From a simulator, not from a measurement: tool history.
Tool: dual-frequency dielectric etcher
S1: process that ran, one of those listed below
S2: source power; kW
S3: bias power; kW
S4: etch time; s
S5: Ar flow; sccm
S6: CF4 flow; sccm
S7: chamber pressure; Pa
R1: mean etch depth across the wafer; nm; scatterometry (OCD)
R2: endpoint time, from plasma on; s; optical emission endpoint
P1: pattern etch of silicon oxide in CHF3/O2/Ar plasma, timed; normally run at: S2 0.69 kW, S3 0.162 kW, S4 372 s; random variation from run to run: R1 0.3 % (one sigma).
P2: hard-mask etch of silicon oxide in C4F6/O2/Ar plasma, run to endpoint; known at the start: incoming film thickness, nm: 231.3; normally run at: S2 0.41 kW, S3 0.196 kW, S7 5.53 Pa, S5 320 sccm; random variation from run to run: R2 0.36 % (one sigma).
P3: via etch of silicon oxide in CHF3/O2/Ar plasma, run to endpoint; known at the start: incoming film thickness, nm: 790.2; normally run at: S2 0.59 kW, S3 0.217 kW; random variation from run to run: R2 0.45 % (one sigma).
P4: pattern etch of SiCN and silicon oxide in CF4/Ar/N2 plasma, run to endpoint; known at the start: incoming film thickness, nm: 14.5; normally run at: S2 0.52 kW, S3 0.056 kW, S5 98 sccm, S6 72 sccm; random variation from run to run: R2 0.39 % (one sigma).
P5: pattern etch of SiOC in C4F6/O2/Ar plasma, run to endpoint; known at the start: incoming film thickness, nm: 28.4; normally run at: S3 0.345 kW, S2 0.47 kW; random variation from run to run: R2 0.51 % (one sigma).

run     day  S1    S2     S3     S4   S5  S6    S7      R1      R2
  1   0.438  P1  0.69  0.162    372                 751.39
  2   0.933  P5  0.47   0.46                                9.3303
  3     1.6  P4  0.52  0.056          98  57                16.827
  4   2.233  P4  0.52  0.056          98  72                16.363
  5   2.967  P5  0.47  0.345                                10.345
  6   3.571  P1  0.69  0.162  204.5                 415.05
  7   4.167  P2  0.41  0.145         320      5.53          79.416
  8    4.85  P2  0.41  0.196         320      3.33          68.379
  9   5.212  P3  0.59   0.28                                350.68
      5.425  -- bias power generator calibrated
 10   5.908  P2  0.41  0.196         227      5.53          69.604
 11   6.704  P1  0.69  0.162    372                 753.47
 12   7.117  P4  0.64  0.056          98  72                13.541
 13   7.804  P1  0.69  0.201    372                 808.15
 14   8.358  P5  0.59  0.345                                9.5229
 15   8.912  P4  0.52  0.056          98  72                16.366
      9.008  -- wet clean of the chamber
 16   9.362  P1  0.69  0.162    508                 1029.1
 17  10.096  P3  0.36  0.217                                461.51
 18  10.512  P1  0.69  0.162    372                 752.55
 19  10.954  P1   0.9  0.162    372                 836.81
 20  11.671  P3  0.59  0.217                                381.54
 21  12.171  P1  0.69  0.162    372                 752.64
 22  12.862  P2  0.41  0.196         320      5.53          72.529
 23  13.575  P1  0.83  0.217    372                    890
 24  14.212  P1  0.69  0.162    372                 754.37
 25  14.583  P4  0.52  0.056          69  72                15.511
 26  15.162  P1  0.41  0.162    372                 617.69
 27  15.733  P4  0.52  0.072          98  72                14.973
 28  16.388  P1  0.69  0.196  285.5                 612.81
 29  16.862  P2  0.25  0.196         320      5.53          87.796
 30  17.208  P1  0.69  0.122    372                 684.03
 31  17.933  P1  0.83  0.119    372                  736.2
 32   18.65  P5  0.47  0.345                                10.486
 33  19.329  P1  0.69  0.162    372                 752.53
 34  19.867  P1  0.69  0.162    372                 751.39

Run 35 comes next. What will it give?
 35  20.621  P1  0.69  0.162  372               ?

Run 35 gave R1 760.65 nm.

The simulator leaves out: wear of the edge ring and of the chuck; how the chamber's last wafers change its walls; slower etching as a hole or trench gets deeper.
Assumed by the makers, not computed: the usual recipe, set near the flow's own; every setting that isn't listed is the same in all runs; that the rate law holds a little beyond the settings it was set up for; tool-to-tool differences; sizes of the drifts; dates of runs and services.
